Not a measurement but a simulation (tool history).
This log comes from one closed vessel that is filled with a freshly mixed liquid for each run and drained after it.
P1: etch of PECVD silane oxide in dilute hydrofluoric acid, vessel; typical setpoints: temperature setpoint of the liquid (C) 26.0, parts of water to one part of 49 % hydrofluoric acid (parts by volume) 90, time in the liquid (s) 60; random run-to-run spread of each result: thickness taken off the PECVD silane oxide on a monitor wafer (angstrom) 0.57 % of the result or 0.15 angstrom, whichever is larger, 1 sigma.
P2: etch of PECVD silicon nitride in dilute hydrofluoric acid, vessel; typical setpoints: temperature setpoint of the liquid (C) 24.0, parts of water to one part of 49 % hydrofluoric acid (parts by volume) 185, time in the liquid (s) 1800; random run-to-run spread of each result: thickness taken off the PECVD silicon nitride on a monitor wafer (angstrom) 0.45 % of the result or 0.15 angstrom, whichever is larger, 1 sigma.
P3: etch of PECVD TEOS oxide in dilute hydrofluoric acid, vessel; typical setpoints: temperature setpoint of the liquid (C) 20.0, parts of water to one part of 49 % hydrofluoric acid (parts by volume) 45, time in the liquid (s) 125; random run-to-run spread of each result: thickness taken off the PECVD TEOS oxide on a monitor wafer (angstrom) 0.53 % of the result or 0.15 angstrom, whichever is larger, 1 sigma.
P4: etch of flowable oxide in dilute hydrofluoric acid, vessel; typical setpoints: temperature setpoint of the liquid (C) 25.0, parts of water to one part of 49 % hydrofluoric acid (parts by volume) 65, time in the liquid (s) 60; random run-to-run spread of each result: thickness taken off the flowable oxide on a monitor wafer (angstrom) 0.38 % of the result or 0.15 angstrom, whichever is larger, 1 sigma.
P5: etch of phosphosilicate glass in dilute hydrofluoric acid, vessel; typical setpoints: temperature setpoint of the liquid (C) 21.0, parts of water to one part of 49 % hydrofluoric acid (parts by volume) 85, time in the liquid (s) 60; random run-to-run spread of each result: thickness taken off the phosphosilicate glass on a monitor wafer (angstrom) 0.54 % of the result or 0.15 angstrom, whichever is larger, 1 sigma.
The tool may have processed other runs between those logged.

run   hour  process that ran  temperature setpoint of the liquid (C)  parts of water to one part of 49 % hydrofluoric acid (parts by volume)  time in the liquid (s)  hours since the thermometer was replaced  hours since the hydrofluoric acid flow meter was replaced  thickness taken off the PECVD silane oxide on a monitor wafer (angstrom)  thickness taken off the PECVD silicon nitride on a monitor wafer (angstrom)  thickness taken off the flowable oxide on a monitor wafer (angstrom)  thickness taken off the phosphosilicate glass on a monitor wafer (angstrom)  thickness taken off the PECVD TEOS oxide on a monitor wafer (angstrom)
  1   12.8                P1                                    26.0                                                                      90                      60                                     416.5                                                      321.6                                                                   153.810
  2   18.7                P2                                    24.0                                                                     120                    1800                                     422.4                                                      327.5                                                                                                                                                 399.83
  3   27.5                P1                                    26.0                                                                      90                      60                                     431.2                                                      336.3                                                                   154.430
  4   33.5                P1                                    26.0                                                                      90                      95                                     437.2                                                      342.3                                                                   242.780
  5   41.7                P1                                    26.0                                                                      90                      60                                     445.4                                                      350.5                                                                   155.100
  6   49.8                P1                                    26.0                                                                     150                      30                                     453.5                                                      358.6                                                                    43.231
  7   62.7                P1                                    26.0                                                                      20                      60                                     466.4                                                      371.5                                                                   770.770
  8   72.0                P1                                    26.0                                                                      90                      30                                     475.7                                                      380.8                                                                    77.635
  9   81.5                P4                                    25.0                                                                      65                      60                                     485.2                                                      390.3                                                                                                                                                                                                                       200.39
 10   90.2                P5                                    21.0                                                                      85                      60                                     493.9                                                      399.0                                                                                                                                                                                                                                                                                                    937.06
 11  102.2                P4                                    25.0                                                                     105                      60                                     505.9                                                      411.0                                                                                                                                                                                                                       118.98
 12  112.7                P3                                    20.0                                                                      45                     190                                     516.4                                                      421.5                                                                                                                                                                                                                                                                                                                                                                            474.66
 13  119.5                P3                                    17.0                                                                      45                     125                                     523.2                                                      428.3                                                                                                                                                                                                                                                                                                                                                                            271.58
 14  129.6                P5                                    21.0                                                                      45                      60                                     533.3                                                      438.4                                                                                                                                                                                                                                                                                                   1848.00
 15  138.3                P4                                    21.0                                                                      65                      60                                     542.0                                                      447.1                                                                                                                                                                                                                       170.26
 16  145.3                P3                                    20.0                                                                      45                     125                                     549.0                                                      454.1                                                                                                                                                                                                                                                                                                                                                                            312.60
 17  155.5                P4                                    25.0                                                                      65                      30                                     559.2                                                      464.3                                                                                                                                                                                                                       100.83
 18  165.5                P1                                    26.0                                                                     140                      60                                     569.2                                                      474.3                                                                    93.817
 19  173.8                P5                                    17.0                                                                      85                      60                                     577.5                                                      482.6                                                                                                                                                                                                                                                                                                    792.58
 20  181.4                P1                                    34.0                                                                      90                      60                                     585.1                                                      490.2                                                                   208.310
 21  188.7                P2                                    24.0                                                                     185                    2800                                     592.4                                                      497.5                                                                                                                                                 403.55
 22  200.4                P1                                    18.5                                                                      90                      60                                     604.1                                                      509.2                                                                   113.590
 23  209.1                P1                                    26.0                                                                      90                      60                                     612.8                                                      517.9                                                                   154.210
 24  215.5                P1                                    32.0                                                                      90                      30                                     619.2                                                      524.3                                                                    96.473
 25  221.3                P3                                    20.0                                                                      20                     125                                     625.0                                                      530.1                                                                                                                                                                                                                                                                                                                                                                            724.74
     225.7  -- thermometer replaced
 26  231.2                P2                                    24.0                                                                     185                    1800                                       5.5                                                      540.0                                                                                                                                                 256.59
 27  244.1                P1                                    26.0                                                                      90                      60                                      18.4                                                      552.9                                                                   153.950
 28  251.1                P1                                    26.0                                                                      90                      60                                      25.4                                                      559.9                                                                   154.720
 29  258.6                P2                                    19.0                                                                     185                    1800                                      32.9                                                      567.4                                                                                                                                                 186.85
 30  268.2                P1                                    26.0                                                                      90                      60                                      42.5                                                      577.0                                                                   155.610
 31  276.8                P4                                    25.0                                                                      65                      60                                      51.1                                                      585.6                                                                                                                                                                                                                       200.22
 32  283.7                P5                                    21.0                                                                      85                      60                                      58.0                                                      592.5                                                                                                                                                                                                                                                                                                    935.75
 33  295.1                P5                                    21.0                                                                      85                      30                                      69.4                                                      603.9                                                                                                                                                                                                                                                                                                    468.58
 34  307.6                P1                                    26.0                                                                      90                      60                                      81.9                                                      616.4                                                                   154.420
 35  319.3                P1                                    26.0                                                                      90                      60                                      93.6                                                      628.1                                                                   149.760
 36  326.3                P1                                    26.0                                                                      90                      60                                     100.6                                                      635.1                                                                   147.420
 37  332.4                P1                                    26.0                                                                      90                      60                                     106.7                                                      641.2                                                                   149.020
 38  341.6                P1                                    26.0                                                                      90                      60                                     115.9                                                      650.4                                                                   146.560
 39  353.8                P1                                    26.0                                                                      90                      60                                     128.1                                                      662.6                                                                   145.250

Run 40, settings as shown, results not yet in. Your forecast:
 40  362.2                P1                                    26.0                                                                      90                      60                                     136.5                                                      671.0                                                                         ?

{"run 40": {"thickness taken off the PECVD silane oxide on a monitor wafer (angstrom)": 145.86}}
